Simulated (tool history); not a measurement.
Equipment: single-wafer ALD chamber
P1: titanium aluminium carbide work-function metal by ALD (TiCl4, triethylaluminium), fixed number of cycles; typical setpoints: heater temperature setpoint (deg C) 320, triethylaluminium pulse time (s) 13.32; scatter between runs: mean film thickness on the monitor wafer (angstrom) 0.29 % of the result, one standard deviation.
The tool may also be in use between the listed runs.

run,hour,heater temperature setpoint (deg C),triethylaluminium pulse time (s),hours since the last thermocouple change,hours since the last triethylaluminium bottle change,mean film thickness on the monitor wafer (angstrom)
1,11.0,320,13.32,914.7,417.0,21.870
2,20.7,320,13.32,924.4,426.7,21.892
3,28.1,320,13.32,931.8,434.1,21.731
4,42.8,297,18.39,946.5,448.8,19.902
5,53.5,320,13.32,957.2,459.5,21.771
6,65.6,320,13.32,969.3,471.6,21.735
7,75.0,320,4.88,978.7,481.0,18.030
8,83.0,320,18.34,986.7,489.0,22.029
9,91.2,345,13.32,994.9,497.2,24.015
10,102.4,295,13.32,1006.1,508.4,19.646
11,110.0,320,13.32,1013.7,516.0,21.793

Forecast run 12:
12,125.1,320,13.32,1028.8,531.1,?

{"run 12": {"mean film thickness on the monitor wafer (angstrom)": 21.501}}
